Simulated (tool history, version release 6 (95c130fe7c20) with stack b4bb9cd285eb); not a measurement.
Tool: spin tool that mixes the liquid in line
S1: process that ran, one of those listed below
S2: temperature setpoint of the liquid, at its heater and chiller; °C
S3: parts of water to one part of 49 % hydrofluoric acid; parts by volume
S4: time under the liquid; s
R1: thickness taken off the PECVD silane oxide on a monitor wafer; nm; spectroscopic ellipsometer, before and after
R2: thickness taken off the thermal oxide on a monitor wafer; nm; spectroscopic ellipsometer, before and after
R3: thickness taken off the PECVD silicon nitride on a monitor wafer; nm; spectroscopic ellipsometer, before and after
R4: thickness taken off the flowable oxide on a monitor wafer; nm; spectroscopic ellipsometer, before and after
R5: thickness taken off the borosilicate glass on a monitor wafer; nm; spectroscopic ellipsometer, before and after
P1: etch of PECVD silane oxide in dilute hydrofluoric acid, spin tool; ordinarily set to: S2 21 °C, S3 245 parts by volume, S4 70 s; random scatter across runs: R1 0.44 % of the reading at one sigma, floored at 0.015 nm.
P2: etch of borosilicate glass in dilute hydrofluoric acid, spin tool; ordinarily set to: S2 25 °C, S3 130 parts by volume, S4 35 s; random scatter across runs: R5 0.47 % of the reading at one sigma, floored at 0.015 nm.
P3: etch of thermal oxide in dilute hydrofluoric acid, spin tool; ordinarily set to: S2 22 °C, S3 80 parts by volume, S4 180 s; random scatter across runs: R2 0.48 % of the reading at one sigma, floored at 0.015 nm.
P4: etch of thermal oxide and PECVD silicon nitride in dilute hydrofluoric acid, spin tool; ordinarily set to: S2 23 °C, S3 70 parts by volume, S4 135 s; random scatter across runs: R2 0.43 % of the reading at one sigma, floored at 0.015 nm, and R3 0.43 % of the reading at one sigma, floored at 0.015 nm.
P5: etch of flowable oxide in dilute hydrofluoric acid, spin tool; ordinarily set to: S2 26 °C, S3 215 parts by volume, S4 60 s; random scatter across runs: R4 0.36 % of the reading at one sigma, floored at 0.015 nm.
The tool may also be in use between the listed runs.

{"run": 1, "hour": 10.2, "S1": "P1", "S2": 21, "S3": 245, "S4": 70, "R1": 4.8191}
{"run": 2, "hour": 23.6, "S1": "P1", "S2": 21, "S3": 245, "S4": 70, "R1": 4.8206}
{"run": 3, "hour": 38.9, "S1": "P4", "S2": 23, "S3": 70, "S4": 135, "R2": 9.0335, "R3": 6.5033}
{"run": 4, "hour": 50.4, "S1": "P5", "S2": 26, "S3": 370, "S4": 60, "R4": 3.1095}
{"run": 5, "hour": 60.3, "S1": "P3", "S2": 22, "S3": 45, "S4": 180, "R2": 18.79}
{"run": 6, "hour": 71.0, "S1": "P4", "S2": 23, "S3": 20, "S4": 135, "R2": 33.75, "R3": 21.909}
{"run": 7, "hour": 80.8, "S1": "P1", "S2": 21, "S3": 245, "S4": 70, "R1": 4.8251}
{"run": 8, "hour": 95.1, "S1": "P1", "S2": 27, "S3": 245, "S4": 70, "R1": 5.9759}
{"run": 9, "hour": 108.5, "S1": "P3", "S2": 17, "S3": 80, "S4": 180, "R2": 8.1789}
{"run": 10, "hour": 119.8, "S1": "P1", "S2": 21, "S3": 245, "S4": 70, "R1": 4.7829}
{"run": 11, "hour": 127.9, "S1": "P1", "S2": 17, "S3": 245, "S4": 70, "R1": 4.1782}
{"run": 12, "hour": 139.3, "S1": "P3", "S2": 22, "S3": 80, "S4": 180, "R2": 10.049}
{"run": 13, "hour": 152.2, "S1": "P1", "S2": 21, "S3": 245, "S4": 15, "R1": 1.0577}
{"run": 14, "hour": 159.7, "S1": "P3", "S2": 22, "S3": 80, "S4": 180, "R2": 10.104}
{"run": 15, "hour": 173.5, "S1": "P1", "S2": 17.5, "S3": 60, "S4": 70, "R1": 20.72}
{"run": 16, "hour": 187.4, "S1": "P5", "S2": 26, "S3": 215, "S4": 60, "R4": 6.2438}
{"run": 17, "hour": 197.8, "S1": "P1", "S2": 21, "S3": 105, "S4": 70, "R1": 13.075}
{"run": 18, "hour": 206.5, "S1": "P4", "S2": 31, "S3": 70, "S4": 135, "R2": 12.34, "R3": 10.887}
{"run": 19, "hour": 219.1, "S1": "P4", "S2": 23, "S3": 70, "S4": 135, "R2": 9.0537, "R3": 6.4951}
{"run": 20, "hour": 227.7, "S1": "P1", "S2": 21, "S3": 245, "S4": 115, "R1": 7.9359}
{"run": 21, "hour": 236.3, "S1": "P5", "S2": 26, "S3": 215, "S4": 60, "R4": 6.2849}
{"run": 22, "hour": 244.3, "S1": "P1", "S2": 21, "S3": 245, "S4": 70, "R1": 4.8374}
{"run": 23, "hour": 252.2, "S1": "P2", "S2": 30, "S3": 130, "S4": 35, "R5": 7.6147}
{"run": 24, "hour": 264.4, "S1": "P4", "S2": 23, "S3": 70, "S4": 230, "R2": 15.405, "R3": 11.021}
{"run": 25, "hour": 272.5, "S1": "P2", "S2": 25, "S3": 235, "S4": 35, "R5": 3.1217}
{"run": 26, "hour": 285.8, "S1": "P5", "S2": 26, "S3": 215, "S4": 15, "R4": 1.5753}
{"run": 27, "hour": 296.2, "S1": "P1", "S2": 21, "S3": 415, "S4": 70, "R1": 2.4561}

What will run 28 give?
{"run": 28, "hour": 310.0, "S1": "P5", "S2": 18, "S3": 215, "S4": 60, "R4": "?"}

{"run 28": {"R4": 4.6399}}

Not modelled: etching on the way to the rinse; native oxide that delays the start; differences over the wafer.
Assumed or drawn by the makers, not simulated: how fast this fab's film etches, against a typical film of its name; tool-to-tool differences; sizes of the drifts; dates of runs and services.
